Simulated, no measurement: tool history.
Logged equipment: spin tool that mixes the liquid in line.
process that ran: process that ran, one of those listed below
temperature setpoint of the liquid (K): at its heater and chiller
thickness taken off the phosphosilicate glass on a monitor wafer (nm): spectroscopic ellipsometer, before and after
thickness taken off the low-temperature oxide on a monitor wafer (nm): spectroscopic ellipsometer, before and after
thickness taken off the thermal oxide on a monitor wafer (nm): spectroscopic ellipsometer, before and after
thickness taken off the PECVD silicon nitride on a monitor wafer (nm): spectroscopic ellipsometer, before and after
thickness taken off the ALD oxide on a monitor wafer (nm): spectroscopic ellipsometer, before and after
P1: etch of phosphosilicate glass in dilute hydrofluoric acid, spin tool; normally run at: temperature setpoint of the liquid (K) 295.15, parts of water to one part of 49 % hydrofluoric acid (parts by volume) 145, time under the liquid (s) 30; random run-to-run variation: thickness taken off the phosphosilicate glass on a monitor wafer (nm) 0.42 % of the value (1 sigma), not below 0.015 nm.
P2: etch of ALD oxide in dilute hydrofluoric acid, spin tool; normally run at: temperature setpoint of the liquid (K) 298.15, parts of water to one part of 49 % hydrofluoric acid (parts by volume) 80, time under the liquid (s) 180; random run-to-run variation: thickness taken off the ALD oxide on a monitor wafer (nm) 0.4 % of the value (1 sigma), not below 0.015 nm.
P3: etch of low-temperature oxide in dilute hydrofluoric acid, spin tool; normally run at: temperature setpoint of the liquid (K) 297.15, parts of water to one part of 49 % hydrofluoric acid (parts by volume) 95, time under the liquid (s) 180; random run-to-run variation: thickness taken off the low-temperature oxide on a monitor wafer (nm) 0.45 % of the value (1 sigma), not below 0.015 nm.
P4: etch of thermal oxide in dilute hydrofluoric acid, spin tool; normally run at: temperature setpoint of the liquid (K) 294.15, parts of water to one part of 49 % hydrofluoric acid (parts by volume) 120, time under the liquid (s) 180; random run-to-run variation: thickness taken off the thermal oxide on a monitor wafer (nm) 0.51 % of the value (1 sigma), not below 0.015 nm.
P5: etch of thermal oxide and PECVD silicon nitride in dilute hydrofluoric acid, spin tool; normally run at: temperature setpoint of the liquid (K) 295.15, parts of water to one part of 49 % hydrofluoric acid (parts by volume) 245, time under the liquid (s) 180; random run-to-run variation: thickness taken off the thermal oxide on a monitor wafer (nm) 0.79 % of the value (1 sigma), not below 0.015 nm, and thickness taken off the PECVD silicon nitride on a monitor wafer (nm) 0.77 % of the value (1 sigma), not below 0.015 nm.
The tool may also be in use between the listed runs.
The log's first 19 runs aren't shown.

run	hour	process that ran	temperature setpoint of the liquid (K)	parts of water to one part of 49 % hydrofluoric acid (parts by volume)	time under the liquid (s)	hours since the thermometer was replaced	hours since the hydrofluoric acid flow meter was replaced	thickness taken off the phosphosilicate glass on a monitor wafer (nm)	thickness taken off the low-temperature oxide on a monitor wafer (nm)	thickness taken off the thermal oxide on a monitor wafer (nm)	thickness taken off the PECVD silicon nitride on a monitor wafer (nm)	thickness taken off the ALD oxide on a monitor wafer (nm)
20	253.8	P3	304.15	95	180	1664	505.2		42.137			
21	271.4	P1	290.15	145	30	1681.6	522.8	13.365				
22	285.1	P1	302.65	145	30	1695.3	536.5	21.585				
23	297.7	P1	295.15	145	30	1707.9	549.1	16.397				
24	311.1	P1	295.15	145	15	1721.3	562.5	8.1933				
25	323.6	P5	295.15	245	180	1733.8	575			2.8748	2.8248	
26	340.6	P3	297.15	95	180	1750.8	592		32.418			
27	350.3	P2	298.15	80	180	1760.5	601.7					23.657
28	367.6	P2	298.15	35	180	1777.8	619					57.042
29	384.8	P5	295.15	95	180	1795	636.2			8.5809	7.0721	
30	394.8	P1	295.15	145	30	1805	646.2	16.478				
31	408	P5	295.15	245	320	1818.2	659.4			5.0398	4.9151	
32	421.6	P1	295.15	145	30	1831.8	673	16.313				
33	435.1	P1	295.15	145	55	1845.3	686.5	30.01				
34	443.5	P2	298.15	80	315	1853.7	694.9					41.633
35	456.8	P1	295.15	145	30	1867	708.2	16.495				
36	466.1	P1	295.15	145	30	1876.3	717.5	15.88				

What will run 37 give?
37	476.2	P1	295.15	145	30	1886.4	727.6	?				

{"run 37": {"thickness taken off the phosphosilicate glass on a monitor wafer (nm)": 15.546}}

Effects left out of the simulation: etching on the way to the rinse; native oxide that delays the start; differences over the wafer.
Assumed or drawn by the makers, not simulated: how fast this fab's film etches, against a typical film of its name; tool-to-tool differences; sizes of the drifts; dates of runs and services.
